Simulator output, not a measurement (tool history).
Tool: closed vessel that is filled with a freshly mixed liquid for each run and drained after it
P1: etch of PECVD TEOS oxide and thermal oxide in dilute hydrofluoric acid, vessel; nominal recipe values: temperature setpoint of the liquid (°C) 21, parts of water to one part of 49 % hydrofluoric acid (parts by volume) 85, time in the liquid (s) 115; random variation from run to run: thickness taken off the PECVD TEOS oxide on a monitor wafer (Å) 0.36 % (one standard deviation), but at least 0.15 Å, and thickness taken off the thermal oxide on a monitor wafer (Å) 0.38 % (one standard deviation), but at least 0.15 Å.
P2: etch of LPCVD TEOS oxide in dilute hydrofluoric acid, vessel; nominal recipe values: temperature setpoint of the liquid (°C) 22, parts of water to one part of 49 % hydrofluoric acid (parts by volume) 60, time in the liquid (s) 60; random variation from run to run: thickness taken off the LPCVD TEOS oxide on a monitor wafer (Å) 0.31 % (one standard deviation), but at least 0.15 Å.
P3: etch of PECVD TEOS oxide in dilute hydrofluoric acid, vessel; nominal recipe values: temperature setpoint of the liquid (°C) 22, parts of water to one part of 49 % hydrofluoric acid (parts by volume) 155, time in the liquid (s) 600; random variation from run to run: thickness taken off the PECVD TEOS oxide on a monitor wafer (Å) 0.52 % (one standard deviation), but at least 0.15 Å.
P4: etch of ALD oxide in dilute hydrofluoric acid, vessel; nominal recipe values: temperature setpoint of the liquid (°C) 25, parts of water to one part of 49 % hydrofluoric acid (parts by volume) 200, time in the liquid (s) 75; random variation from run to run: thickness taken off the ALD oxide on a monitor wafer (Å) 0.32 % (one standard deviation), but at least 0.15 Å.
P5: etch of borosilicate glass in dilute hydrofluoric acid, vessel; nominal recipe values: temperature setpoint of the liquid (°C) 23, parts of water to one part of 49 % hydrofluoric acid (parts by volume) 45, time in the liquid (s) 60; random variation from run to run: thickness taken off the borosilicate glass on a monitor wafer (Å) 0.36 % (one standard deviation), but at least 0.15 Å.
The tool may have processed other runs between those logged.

run   hour  process that ran  temperature setpoint of the liquid (°C)  parts of water to one part of 49 % hydrofluoric acid (parts by volume)  time in the liquid (s)  thickness taken off the PECVD TEOS oxide on a monitor wafer (Å)  thickness taken off the thermal oxide on a monitor wafer (Å)  thickness taken off the ALD oxide on a monitor wafer (Å)  thickness taken off the LPCVD TEOS oxide on a monitor wafer (Å)  thickness taken off the borosilicate glass on a monitor wafer (Å)
  1    7.5                P1                                       21                                                                      85                     115                                                           161.41                                                         55.92
  2     16                P1                                       21                                                                      25                     115                                                           593.31                                                        204.86
  3   20.8                P4                                       25                                                                     200                      75                                                                                                                                                                                   111.49
  4   28.8                P2                                       22                                                                      80                      60                                                                                                                                                                                                                                                    401.49
  5   34.8                P1                                       21                                                                      85                      30                                                           42.012                                                        14.619
  6   39.9                P4                                       25                                                                     200                      30                                                                                                                                                                                   44.488
  7   44.8                P5                                       23                                                                      45                      30                                                                                                                                                                                                                                                                                                                        252.9
  8   54.2                P3                                       22                                                                     155                     600                                                           552.35
  9     64                P5                                       23                                                                      30                      60                                                                                                                                                                                                                                                                                                                       775.25
 10   71.5                P2                                       22                                                                      60                     100                                                                                                                                                                                                                                                     913.2
 11   78.9                P1                                       17                                                                      85                     115                                                           137.01                                                        47.132
 12   84.2                P3                                       17                                                                     155                     600                                                           451.86
 13   93.4                P1                                       21                                                                      85                     115                                                           161.73                                                         56.13
 14  101.1                P1                                       17                                                                      30                     115                                                           410.17                                                        141.93
 15  109.7                P5                                       23                                                                      45                      60                                                                                                                                                                                                                                                                                                                       511.09
 16  116.5                P2                                       30                                                                      60                      60                                                                                                                                                                                                                                                    754.99
 17  125.2                P4                                       21                                                                     200                      75                                                                                                                                                                                   96.064
 18  129.9                P1                                       21                                                                      85                     115                                                           161.85                                                        55.965
 19  135.4                P5                                     31.5                                                                      45                      60                                                                                                                                                                                                                                                                                                                       717.97
 20  142.6                P1                                       21                                                                      85                     115                                                           161.69                                                        55.672
 21  152.3                P1                                       29                                                                      85                     115                                                           222.83                                                         76.44
 22  162.3                P3                                       22                                                                     155                    1100                                                           1014.2
 23  170.2                P1                                       21                                                                      85                     220                                                           310.99                                                        107.34
 24  176.2                P2                                       22                                                                      60                      60                                                                                                                                                                                                                                                    547.56
 25  182.1                P3                                       22                                                                      50                     600                                                           1925.7
 26  189.3                P1                                       21                                                                      85                     115                                                           162.11                                                         55.93
 27  199.8                P1                                       21                                                                     145                     115                                                           88.293                                                        30.851
 28  205.2                P1                                     24.5                                                                     110                     115                                                           139.45                                                        48.779
 29  211.2                P4                                       25                                                                     365                      75                                                                                                                                                                                   51.598
 30  219.5                P3                                       22                                                                     155                     600                                                           553.96
 31  227.2                P1                                       21                                                                      85                     115                                                           161.62                                                        56.048
 32  232.6                P1                                       21                                                                      85                     115                                                           160.79                                                        55.772
 33  242.8                P1                                       21                                                                      85                     115                                                           162.13                                                        55.764
 34  252.6                P1                                       21                                                                      85                     115                                                           155.55                                                        53.522
 35  260.4                P1                                       21                                                                      85                     115                                                           150.35                                                        52.017

What does the tool deliver on the next run?
 36  269.6                P1                                       21                                                                      85                     115                                                                ?                                                             ?

For run 36 the tool returned thickness taken off the PECVD TEOS oxide on a monitor wafer (Å) 149.69, thickness taken off the thermal oxide on a monitor wafer (Å) 51.414.

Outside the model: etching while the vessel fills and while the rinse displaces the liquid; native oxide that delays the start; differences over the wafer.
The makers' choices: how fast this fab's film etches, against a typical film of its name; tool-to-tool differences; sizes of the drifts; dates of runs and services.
